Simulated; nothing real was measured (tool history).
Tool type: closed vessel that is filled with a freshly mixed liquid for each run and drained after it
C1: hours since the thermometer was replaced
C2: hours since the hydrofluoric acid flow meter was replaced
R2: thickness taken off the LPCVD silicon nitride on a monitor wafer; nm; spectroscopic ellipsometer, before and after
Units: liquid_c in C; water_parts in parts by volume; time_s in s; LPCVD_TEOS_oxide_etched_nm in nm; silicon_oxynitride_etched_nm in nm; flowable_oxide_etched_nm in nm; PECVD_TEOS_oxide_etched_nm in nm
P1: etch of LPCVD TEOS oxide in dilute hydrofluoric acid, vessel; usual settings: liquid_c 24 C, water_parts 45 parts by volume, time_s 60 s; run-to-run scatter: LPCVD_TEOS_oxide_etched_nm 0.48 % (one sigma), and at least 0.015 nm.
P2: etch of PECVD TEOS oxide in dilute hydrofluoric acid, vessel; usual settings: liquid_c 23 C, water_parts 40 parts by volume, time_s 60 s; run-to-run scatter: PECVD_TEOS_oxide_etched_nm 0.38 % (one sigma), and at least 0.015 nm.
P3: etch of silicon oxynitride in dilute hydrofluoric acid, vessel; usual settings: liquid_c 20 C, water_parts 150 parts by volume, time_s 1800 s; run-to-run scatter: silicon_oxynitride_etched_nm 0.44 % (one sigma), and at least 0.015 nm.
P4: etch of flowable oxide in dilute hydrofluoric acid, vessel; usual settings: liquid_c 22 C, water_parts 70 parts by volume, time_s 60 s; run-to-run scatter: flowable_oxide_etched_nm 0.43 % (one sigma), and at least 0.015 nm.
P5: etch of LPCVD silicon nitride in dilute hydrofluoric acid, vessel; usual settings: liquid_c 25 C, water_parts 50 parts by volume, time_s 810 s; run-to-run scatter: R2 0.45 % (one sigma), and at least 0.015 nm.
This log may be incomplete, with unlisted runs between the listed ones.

Run 1, day 0.267: process P1, liquid_c 24 C, water_parts 45 parts by volume, time_s 60 s; C1 253.9; C2 638.8. Result: LPCVD_TEOS_oxide_etched_nm 55.656 nm.
Run 2, day 0.512: process P1, liquid_c 24 C, water_parts 45 parts by volume, time_s 30 s; C1 259.8; C2 644.7. Result: LPCVD_TEOS_oxide_etched_nm 27.929 nm.
Run 3, day 0.733: process P1, liquid_c 32 C, water_parts 45 parts by volume, time_s 60 s; C1 265.1; C2 650. Result: LPCVD_TEOS_oxide_etched_nm 75.677 nm.
Run 4, day 0.908: process P5, liquid_c 25 C, water_parts 50 parts by volume, time_s 270 s; C1 269.3; C2 654.2. Result: R2 3.0729 nm.
Run 5, day 1.183: process P3, liquid_c 20 C, water_parts 250 parts by volume, time_s 1800 s; C1 275.9; C2 660.8. Result: silicon_oxynitride_etched_nm 17.623 nm.
Run 6, day 1.404: process P4, liquid_c 17 C, water_parts 70 parts by volume, time_s 60 s; C1 281.2; C2 666.1. Result: flowable_oxide_etched_nm 28.713 nm.
Run 7, day 1.738: process P1, liquid_c 31.5 C, water_parts 45 parts by volume, time_s 30 s; C1 289.2; C2 674.1. Result: LPCVD_TEOS_oxide_etched_nm 37.287 nm.
Run 8, day 2.083: process P1, liquid_c 24 C, water_parts 45 parts by volume, time_s 60 s; C1 297.5; C2 682.4. Result: LPCVD_TEOS_oxide_etched_nm 55.768 nm.
Run 9, day 2.438: process P2, liquid_c 31 C, water_parts 40 parts by volume, time_s 60 s; C1 306; C2 690.9. Result: PECVD_TEOS_oxide_etched_nm 18.474 nm.
Run 10, day 2.762: process P3, liquid_c 20 C, water_parts 150 parts by volume, time_s 1800 s; C1 313.8; C2 698.7. Result: silicon_oxynitride_etched_nm 31.227 nm.
Run 11, day 3.038: process P1, liquid_c 24 C, water_parts 45 parts by volume, time_s 60 s; C1 320.4; C2 705.3. Result: LPCVD_TEOS_oxide_etched_nm 55.085 nm.
Run 12, day 3.333: process P2, liquid_c 23 C, water_parts 40 parts by volume, time_s 30 s; C1 327.5; C2 712.4. Result: PECVD_TEOS_oxide_etched_nm 6.6463 nm.
Run 13, day 3.508: process P2, liquid_c 23 C, water_parts 40 parts by volume, time_s 60 s; C1 331.7; C2 716.6. Result: PECVD_TEOS_oxide_etched_nm 13.454 nm.
Run 14, day 3.883: process P4, liquid_c 22 C, water_parts 70 parts by volume, time_s 30 s; C1 340.7; C2 725.6. Result: flowable_oxide_etched_nm 17.804 nm.
Run 15, day 4.1: process P1, liquid_c 24 C, water_parts 45 parts by volume, time_s 115 s; C1 345.9; C2 730.8. Result: LPCVD_TEOS_oxide_etched_nm 106.17 nm.
Run 16, day 4.404: process P3, liquid_c 20 C, water_parts 150 parts by volume, time_s 3135 s; C1 353.2; C2 738.1. Result: silicon_oxynitride_etched_nm 54.534 nm.
At day 4.542: thermometer replaced.
Run 17, day 4.75: process P4, liquid_c 22 C, water_parts 70 parts by volume, time_s 60 s; C1 5; C2 746.4. Result: flowable_oxide_etched_nm 35.266 nm.
Run 18, day 5.1: process P4, liquid_c 22 C, water_parts 100 parts by volume, time_s 60 s; C1 13.4; C2 754.8. Result: flowable_oxide_etched_nm 24.087 nm.
Run 19, day 5.275: process P1, liquid_c 24 C, water_parts 45 parts by volume, time_s 60 s; C1 17.6; C2 759. Result: LPCVD_TEOS_oxide_etched_nm 55.195 nm.
Run 20, day 5.471: process P2, liquid_c 23 C, water_parts 25 parts by volume, time_s 60 s; C1 22.3; C2 763.7. Result: PECVD_TEOS_oxide_etched_nm 21.767 nm.
Run 21, day 5.846: process P4, liquid_c 22 C, water_parts 70 parts by volume, time_s 60 s; C1 31.3; C2 772.7. Result: flowable_oxide_etched_nm 35.56 nm.
Run 22, day 6.042: process P3, liquid_c 20 C, water_parts 150 parts by volume, time_s 1800 s; C1 36; C2 777.4. Result: silicon_oxynitride_etched_nm 31.463 nm.
Run 23, day 6.329: process P5, liquid_c 32 C, water_parts 50 parts by volume, time_s 810 s; C1 42.9; C2 784.3. Result: R2 14.625 nm.
Run 24, day 6.517: process P3, liquid_c 26 C, water_parts 150 parts by volume, time_s 1800 s; C1 47.4; C2 788.8. Result: silicon_oxynitride_etched_nm 41.434 nm.
Run 25, day 6.725: process P1, liquid_c 29.5 C, water_parts 45 parts by volume, time_s 30 s; C1 52.4; C2 793.8. Result: LPCVD_TEOS_oxide_etched_nm 34.573 nm.
Run 26, day 7.104: process P1, liquid_c 24 C, water_parts 20 parts by volume, time_s 60 s; C1 61.5; C2 802.9. Result: LPCVD_TEOS_oxide_etched_nm 129.68 nm.
Run 27, day 7.4: process P1, liquid_c 24 C, water_parts 60 parts by volume, time_s 115 s; C1 68.6; C2 810. Result: LPCVD_TEOS_oxide_etched_nm 78.313 nm.
Run 28, day 7.754: process P5, liquid_c 25 C, water_parts 70 parts by volume, time_s 810 s; C1 77.1; C2 818.5. Result: R2 6.6695 nm.
Run 29, day 7.971: process P5, liquid_c 25 C, water_parts 50 parts by volume, time_s 810 s; C1 82.3; C2 823.7. Result: R2 9.2719 nm.
Run 30, day 8.275: process P1, liquid_c 24 C, water_parts 65 parts by volume, time_s 60 s; C1 89.6; C2 831. Result: LPCVD_TEOS_oxide_etched_nm 37.014 nm.
Run 31, day 8.454: process P2, liquid_c 23 C, water_parts 40 parts by volume, time_s 60 s; C1 93.9; C2 835.3. Result: PECVD_TEOS_oxide_etched_nm 13.383 nm.
Run 32, day 8.783: process P1, liquid_c 17 C, water_parts 45 parts by volume, time_s 60 s; C1 101.8; C2 843.2. Result: LPCVD_TEOS_oxide_etched_nm 40.713 nm.
Run 33, day 9.05: process P1, liquid_c 24 C, water_parts 45 parts by volume, time_s 60 s; C1 108.2; C2 849.6. Result: LPCVD_TEOS_oxide_etched_nm 55.574 nm.
Run 34, day 9.358: process P1, liquid_c 24 C, water_parts 45 parts by volume, time_s 60 s; C1 115.6; C2 857. Result: LPCVD_TEOS_oxide_etched_nm 55.904 nm.
Run 35, day 9.683: process P1, liquid_c 24 C, water_parts 45 parts by volume, time_s 60 s; C1 123.4; C2 864.8. Result: LPCVD_TEOS_oxide_etched_nm 57.221 nm.
Run 36, day 10.054: process P1, liquid_c 24 C, water_parts 45 parts by volume, time_s 60 s; C1 132.3; C2 873.7. Result: LPCVD_TEOS_oxide_etched_nm 57.553 nm.
Run 37, day 10.354: process P1, liquid_c 24 C, water_parts 45 parts by volume, time_s 60 s; C1 139.5; C2 880.9. Result: LPCVD_TEOS_oxide_etched_nm 58.537 nm.

Run 38 has not been measured yet. What should we expect?
Run 38, day 10.621: process P1, liquid_c 24 C, water_parts 45 parts by volume, time_s 60 s; C1 145.9; C2 887.3. Result: LPCVD_TEOS_oxide_etched_nm ?.

{"run 38": {"LPCVD_TEOS_oxide_etched_nm": 58.418}}
